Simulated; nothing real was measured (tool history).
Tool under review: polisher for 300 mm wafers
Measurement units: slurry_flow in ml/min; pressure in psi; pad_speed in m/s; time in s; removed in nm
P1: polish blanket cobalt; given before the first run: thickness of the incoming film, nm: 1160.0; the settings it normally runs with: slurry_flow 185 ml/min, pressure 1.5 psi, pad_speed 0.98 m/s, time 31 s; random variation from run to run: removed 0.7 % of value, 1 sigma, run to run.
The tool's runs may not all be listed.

run,hour,slurry_flow,pressure,pad_speed,time,wafers polished on this pad,hours since the slurry nozzle was cleaned,hours since the head pressure was calibrated,removed
1,9.3,185,1.5,0.98,31,780,93.3,205.9,129.270
2,17.3,185,0.7,0.98,18,930,101.3,213.9,34.971
3,26.5,185,1.5,0.98,31,1103,110.5,223.1,130.590
4,35.0,185,1.5,1.52,31,1263,119.0,231.6,202.210
5,42.3,185,1.5,0.98,31,1400,126.3,238.9,130.900
6,52.1,185,1.5,0.98,14,1585,136.1,248.7,58.962
7,59.6,185,1.5,0.98,31,1726,143.6,256.2,130.960
8,66.9,185,1.0,0.98,31,1863,150.9,263.5,85.804
# hour 69.0: head pressure recalibrated
9,72.5,185,1.5,0.44,31,1968,156.5,3.5,58.633
10,79.5,185,1.9,0.98,31,2100,163.5,10.5,167.080
11,85.6,285,1.5,0.98,31,2215,169.6,16.6,140.030
12,90.9,185,1.5,0.98,49,2315,174.9,21.9,206.310
13,98.5,185,2.1,0.98,46,2458,182.5,29.5,269.370
14,103.8,110,1.5,0.98,31,2557,187.8,34.8,119.070
15,114.0,185,1.5,0.98,31,2749,198.0,45.0,132.630
16,124.8,185,1.5,0.98,31,2952,208.8,55.8,130.630
17,133.5,185,1.5,0.98,31,3116,217.5,64.5,125.050
18,140.5,185,1.5,0.98,31,3248,224.5,71.5,123.410
# hour 141.6: head pressure recalibrated
19,148.5,185,1.5,0.98,31,3398,232.5,7.0,121.880
20,154.5,185,1.5,0.98,31,3511,238.5,13.0,122.140
21,160.2,185,1.5,0.98,31,3618,244.2,18.7,119.740

For run 22, what comes out?
22,168.6,185,1.5,0.98,31,3776,252.6,27.1,?

removed: 120.280 nm

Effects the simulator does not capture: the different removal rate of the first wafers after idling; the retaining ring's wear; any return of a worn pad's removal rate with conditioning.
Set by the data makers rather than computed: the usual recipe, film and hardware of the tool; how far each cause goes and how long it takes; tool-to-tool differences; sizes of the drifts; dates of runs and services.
